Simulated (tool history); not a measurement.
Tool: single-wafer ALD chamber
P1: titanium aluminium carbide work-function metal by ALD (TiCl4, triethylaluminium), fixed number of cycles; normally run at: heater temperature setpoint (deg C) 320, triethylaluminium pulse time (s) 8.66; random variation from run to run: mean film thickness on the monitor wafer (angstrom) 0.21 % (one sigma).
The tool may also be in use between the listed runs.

run	day	heater temperature setpoint (deg C)	triethylaluminium pulse time (s)	mean film thickness on the monitor wafer (angstrom)
1	0.233	320	8.66	20.752
2	0.458	333	8.66	21.913
3	0.621	344	11.24	23.487
4	0.775	320	8.66	20.798
5	0.896	320	14.40	21.704
6	1.158	320	3.93	16.329
7	1.388	320	8.66	20.866
8	1.546	320	8.66	20.778
9	1.679	320	8.66	20.800
10	1.933	295	8.66	18.740
11	2.075	320	8.66	20.736
12	2.279	320	8.66	20.676
13	2.446	320	8.66	20.576
14	2.712	320	8.66	20.484
15	2.929	320	8.66	20.384
16	3.046	320	8.66	20.482
17	3.262	320	8.66	20.386
18	3.504	320	8.66	20.447
19	3.617	320	8.66	20.409
20	3.854	320	8.66	20.463
21	4.071	320	8.66	20.388

What P1 gives has crept away from where it was. These 2 causes fit the log equally well, each at the size given:
A: wafer temperature below the value expected at the setpoint (K) = 5.07
B: triethylaluminium dose below that of a fresh bottle (%) = 10.9
The creep began at about day 2.075.

4 check runs are offered, one wafer each, their results left as question marks. Which one tells the causes apart?
check 1	4.288	301	8.66	?
check 2	4.288	300	4.66	?
check 3	4.288	306	8.66	?
check 4	4.288	296	8.66	?

What each check would give under each cause:
check	result	if A	if B
check 1	mean film thickness on the monitor wafer (angstrom)	18.785	18.813
check 2	mean film thickness on the monitor wafer (angstrom)	15.747	15.328
check 3	mean film thickness on the monitor wafer (angstrom)	19.200	19.221
check 4	mean film thickness on the monitor wafer (angstrom)	18.372	18.406
How far apart the two closest causes lie, in the result that separates them most: check 1 0.15 %; check 2 2.7 %; check 3 0.11 %; check 4 0.19 %
Check 2 tells the causes apart: in the others they would give nearly the same result.

Check 2 was then run and gave: mean film thickness on the monitor wafer (angstrom) 15.328. Which cause is it?

It is B: triethylaluminium dose below that of a fresh bottle (%).
